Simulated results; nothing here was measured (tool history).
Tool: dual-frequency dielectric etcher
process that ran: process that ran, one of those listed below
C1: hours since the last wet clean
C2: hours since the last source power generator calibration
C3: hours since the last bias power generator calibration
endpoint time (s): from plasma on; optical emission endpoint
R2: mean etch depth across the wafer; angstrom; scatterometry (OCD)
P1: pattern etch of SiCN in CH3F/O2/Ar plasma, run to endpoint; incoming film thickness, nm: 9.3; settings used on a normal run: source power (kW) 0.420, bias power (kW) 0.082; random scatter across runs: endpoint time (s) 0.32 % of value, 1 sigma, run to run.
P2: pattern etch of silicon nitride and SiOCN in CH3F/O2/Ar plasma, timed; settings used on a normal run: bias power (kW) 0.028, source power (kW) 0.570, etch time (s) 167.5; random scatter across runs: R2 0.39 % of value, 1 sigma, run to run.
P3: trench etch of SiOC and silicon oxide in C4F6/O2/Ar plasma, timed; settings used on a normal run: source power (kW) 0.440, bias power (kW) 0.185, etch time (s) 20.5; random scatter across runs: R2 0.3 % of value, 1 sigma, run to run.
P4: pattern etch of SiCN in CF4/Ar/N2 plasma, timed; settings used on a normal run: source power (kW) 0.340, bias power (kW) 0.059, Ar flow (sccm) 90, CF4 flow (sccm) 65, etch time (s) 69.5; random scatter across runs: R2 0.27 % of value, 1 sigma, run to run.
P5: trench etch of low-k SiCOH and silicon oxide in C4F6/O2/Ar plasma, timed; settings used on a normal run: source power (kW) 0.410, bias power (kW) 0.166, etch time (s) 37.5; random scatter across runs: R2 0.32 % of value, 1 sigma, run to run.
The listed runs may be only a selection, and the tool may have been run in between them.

run 1 hour=11.0 | process_that_ran=P1 source_power_(kW)=0.420 bias_power_(kW)=0.082 | C1=103.4 C2=1409.7 C3=487.2 | endpoint_time_(s)=22.641
run 2 hour=20.5 | process_that_ran=P3 source_power_(kW)=0.440 bias_power_(kW)=0.185 etch_time_(s)=20.5 | C1=112.9 C2=1419.2 C3=496.7 | R2=420.88
run 3 hour=32.7 | process_that_ran=P1 source_power_(kW)=0.510 bias_power_(kW)=0.082 | C1=125.1 C2=1431.4 C3=508.9 | endpoint_time_(s)=21.220
run 4 hour=44.8 | process_that_ran=P3 source_power_(kW)=0.620 bias_power_(kW)=0.185 etch_time_(s)=20.5 | C1=137.2 C2=1443.5 C3=521.0 | R2=480.78
run 5 hour=60.9 | process_that_ran=P4 source_power_(kW)=0.340 bias_power_(kW)=0.059 etch_time_(s)=44.0 Ar_flow_(sccm)=90 CF4_flow_(sccm)=65 | C1=153.3 C2=1459.6 C3=537.1 | R2=277.60
run 6 hour=71.2 | process_that_ran=P2 source_power_(kW)=0.790 bias_power_(kW)=0.028 etch_time_(s)=167.5 | C1=163.6 C2=1469.9 C3=547.4 | R2=314.05
run 7 hour=84.8 | process_that_ran=P1 source_power_(kW)=0.420 bias_power_(kW)=0.082 | C1=177.2 C2=1483.5 C3=561.0 | endpoint_time_(s)=22.700
run 8 hour=94.0 | process_that_ran=P1 source_power_(kW)=0.420 bias_power_(kW)=0.082 | C1=186.4 C2=1492.7 C3=570.2 | endpoint_time_(s)=22.681
run 9 hour=111.7 | process_that_ran=P1 source_power_(kW)=0.420 bias_power_(kW)=0.115 | C1=204.1 C2=1510.4 C3=587.9 | endpoint_time_(s)=20.096
run 10 hour=124.0 | process_that_ran=P4 source_power_(kW)=0.340 bias_power_(kW)=0.059 etch_time_(s)=69.5 Ar_flow_(sccm)=90 CF4_flow_(sccm)=65 | C1=216.4 C2=1522.7 C3=600.2 | R2=435.75
run 11 hour=141.1 | process_that_ran=P1 source_power_(kW)=0.420 bias_power_(kW)=0.082 | C1=233.5 C2=1539.8 C3=617.3 | endpoint_time_(s)=22.849
run 12 hour=154.3 | process_that_ran=P5 source_power_(kW)=0.410 bias_power_(kW)=0.166 etch_time_(s)=25.5 | C1=246.7 C2=1553.0 C3=630.5 | R2=802.45
run 13 hour=166.1 | process_that_ran=P5 source_power_(kW)=0.410 bias_power_(kW)=0.166 etch_time_(s)=37.5 | C1=258.5 C2=1564.8 C3=642.3 | R2=1188.90
run 14 hour=173.9 | process_that_ran=P2 source_power_(kW)=0.570 bias_power_(kW)=0.028 etch_time_(s)=218.0 | C1=266.3 C2=1572.6 C3=650.1 | R2=365.65
run 15 hour=182.5 | process_that_ran=P2 source_power_(kW)=0.570 bias_power_(kW)=0.028 etch_time_(s)=167.5 | C1=274.9 C2=1581.2 C3=658.7 | R2=280.67
run 16 hour=191.5 | process_that_ran=P4 source_power_(kW)=0.340 bias_power_(kW)=0.082 etch_time_(s)=69.5 Ar_flow_(sccm)=90 CF4_flow_(sccm)=65 | C1=283.9 C2=1590.2 C3=667.7 | R2=490.70
run 17 hour=208.8 | process_that_ran=P4 source_power_(kW)=0.340 bias_power_(kW)=0.059 etch_time_(s)=69.5 Ar_flow_(sccm)=90 CF4_flow_(sccm)=65 | C1=301.2 C2=1607.5 C3=685.0 | R2=436.49
run 18 hour=217.9 | process_that_ran=P1 source_power_(kW)=0.350 bias_power_(kW)=0.053 | C1=310.3 C2=1616.6 C3=694.1 | endpoint_time_(s)=28.351
run 19 hour=232.2 | process_that_ran=P1 source_power_(kW)=0.420 bias_power_(kW)=0.060 | C1=324.6 C2=1630.9 C3=708.4 | endpoint_time_(s)=25.440
run 20 hour=243.5 | process_that_ran=P2 source_power_(kW)=0.570 bias_power_(kW)=0.028 etch_time_(s)=167.5 | C1=335.9 C2=1642.2 C3=719.7 | R2=279.33
run 21 hour=257.3 | process_that_ran=P4 source_power_(kW)=0.340 bias_power_(kW)=0.059 etch_time_(s)=69.5 Ar_flow_(sccm)=62 CF4_flow_(sccm)=65 | C1=349.7 C2=1656.0 C3=733.5 | R2=462.04
run 22 hour=273.1 | process_that_ran=P4 source_power_(kW)=0.230 bias_power_(kW)=0.059 etch_time_(s)=69.5 Ar_flow_(sccm)=90 CF4_flow_(sccm)=65 | C1=365.5 C2=1671.8 C3=749.3 | R2=308.82
run 23 hour=289.4 | process_that_ran=P3 source_power_(kW)=0.440 bias_power_(kW)=0.185 etch_time_(s)=29.0 | C1=381.8 C2=1688.1 C3=765.6 | R2=594.53
run 24 hour=297.6 | process_that_ran=P3 source_power_(kW)=0.440 bias_power_(kW)=0.141 etch_time_(s)=20.5 | C1=390.0 C2=1696.3 C3=773.8 | R2=386.97
run 25 hour=314.2 | process_that_ran=P1 source_power_(kW)=0.280 bias_power_(kW)=0.082 | C1=406.6 C2=1712.9 C3=790.4 | endpoint_time_(s)=26.521
run 26 hour=326.3 | process_that_ran=P5 source_power_(kW)=0.510 bias_power_(kW)=0.166 etch_time_(s)=37.5 | C1=418.7 C2=1725.0 C3=802.5 | R2=1288.20
run 27 hour=339.8 | process_that_ran=P3 source_power_(kW)=0.440 bias_power_(kW)=0.185 etch_time_(s)=20.5 | C1=432.2 C2=1738.5 C3=816.0 | R2=422.40
run 28 hour=351.3 | process_that_ran=P5 source_power_(kW)=0.410 bias_power_(kW)=0.135 etch_time_(s)=37.5 | C1=443.7 C2=1750.0 C3=827.5 | R2=1109.60
run 29 hour=367.8 | process_that_ran=P2 source_power_(kW)=0.570 bias_power_(kW)=0.022 etch_time_(s)=167.5 | C1=460.2 C2=1766.5 C3=844.0 | R2=251.60
run 30 hour=383.8 | process_that_ran=P1 source_power_(kW)=0.420 bias_power_(kW)=0.082 | C1=476.2 C2=1782.5 C3=860.0 | endpoint_time_(s)=22.839
run 31 hour=391.7 | process_that_ran=P4 source_power_(kW)=0.340 bias_power_(kW)=0.059 etch_time_(s)=69.5 Ar_flow_(sccm)=90 CF4_flow_(sccm)=44 | C1=484.1 C2=1790.4 C3=867.9 | R2=409.83
run 32 hour=403.6 | process_that_ran=P1 source_power_(kW)=0.420 bias_power_(kW)=0.082 | C1=496.0 C2=1802.3 C3=879.8 | endpoint_time_(s)=22.606
run 33 hour=412.6 | process_that_ran=P1 source_power_(kW)=0.420 bias_power_(kW)=0.082 | C1=505.0 C2=1811.3 C3=888.8 | endpoint_time_(s)=22.829
run 34 hour=425.2 | process_that_ran=P1 source_power_(kW)=0.420 bias_power_(kW)=0.082 | C1=517.6 C2=1823.9 C3=901.4 | endpoint_time_(s)=22.932
run 35 hour=440.3 | process_that_ran=P1 source_power_(kW)=0.420 bias_power_(kW)=0.082 | C1=532.7 C2=1839.0 C3=916.5 | endpoint_time_(s)=23.084
run 36 hour=449.2 | process_that_ran=P1 source_power_(kW)=0.420 bias_power_(kW)=0.082 | C1=541.6 C2=1847.9 C3=925.4 | endpoint_time_(s)=23.139
-- hour=454.5 wet clean of the chamber
run 37 hour=463.8 | process_that_ran=P1 source_power_(kW)=0.420 bias_power_(kW)=0.082 | C1=9.4 C2=1862.5 C3=940.0 | endpoint_time_(s)=23.052
run 38 hour=478.4 | process_that_ran=P1 source_power_(kW)=0.420 bias_power_(kW)=0.082 | C1=24.0 C2=1877.1 C3=954.6 | endpoint_time_(s)=23.089
run 39 hour=490.5 | process_that_ran=P1 source_power_(kW)=0.420 bias_power_(kW)=0.082 | C1=36.1 C2=1889.2 C3=966.7 | endpoint_time_(s)=23.061
run 40 hour=500.1 | process_that_ran=P1 source_power_(kW)=0.420 bias_power_(kW)=0.082 | C1=45.7 C2=1898.8 C3=976.3 | endpoint_time_(s)=23.068
run 41 hour=512.4 | process_that_ran=P1 source_power_(kW)=0.420 bias_power_(kW)=0.082 | C1=58.0 C2=1911.1 C3=988.6 | endpoint_time_(s)=23.178

P1 has crept away from where it was. The log is fitted equally well by each of these 2 causes, at the sizes shown:
A: source power that arrives under what is set, % = 4.19
B: bias power that arrives under what is set, % = 4.33
The drift started at roughly hour 403.6.
Every other cause this tool's parts could produce, and why it does not fit the log:
chamber walls in a state that lowers the etch rate, %: its service at hour 454.5 followed the start of the drift and did not put the process back to its old value

Question marks stand in for the results of the 4 check runs listed below, each run on one wafer. Under which run would the listed causes show clearly different results?
run check 1 hour=524.7 | process_that_ran=P2 source_power_(kW)=0.570 bias_power_(kW)=0.028 etch_time_(s)=167.5 | R2=?
run check 2 hour=524.7 | process_that_ran=P3 source_power_(kW)=0.440 bias_power_(kW)=0.185 etch_time_(s)=20.5 | R2=?
run check 3 hour=524.7 | process_that_ran=P4 source_power_(kW)=0.340 bias_power_(kW)=0.059 etch_time_(s)=69.5 Ar_flow_(sccm)=90 CF4_flow_(sccm)=65 | R2=?
run check 4 hour=524.7 | process_that_ran=P5 source_power_(kW)=0.410 bias_power_(kW)=0.166 etch_time_(s)=37.5 | R2=?

Predicted outcomes, by check and by cause:
check=check_1 result=R2 if_A=276.44 if_B=274.97
check=check_2 result=R2 if_A=414.22 if_B=415.36
check=check_3 result=R2 if_A=420.43 if_B=430.14
check=check_4 result=R2 if_A=1163.30 if_B=1166.90
How far apart the two closest causes lie, in the result that separates them most: check 1 0.54 %; check 2 0.27 %; check 3 2.28 %; check 4 0.31 %
The causes can be told apart only by check 3. The other checks would give nearly the same results under each of them.

Check 3 was then run and gave: R2 429.59 angstrom. Which cause is it?

B is the cause: bias power that arrives under what is set, %.
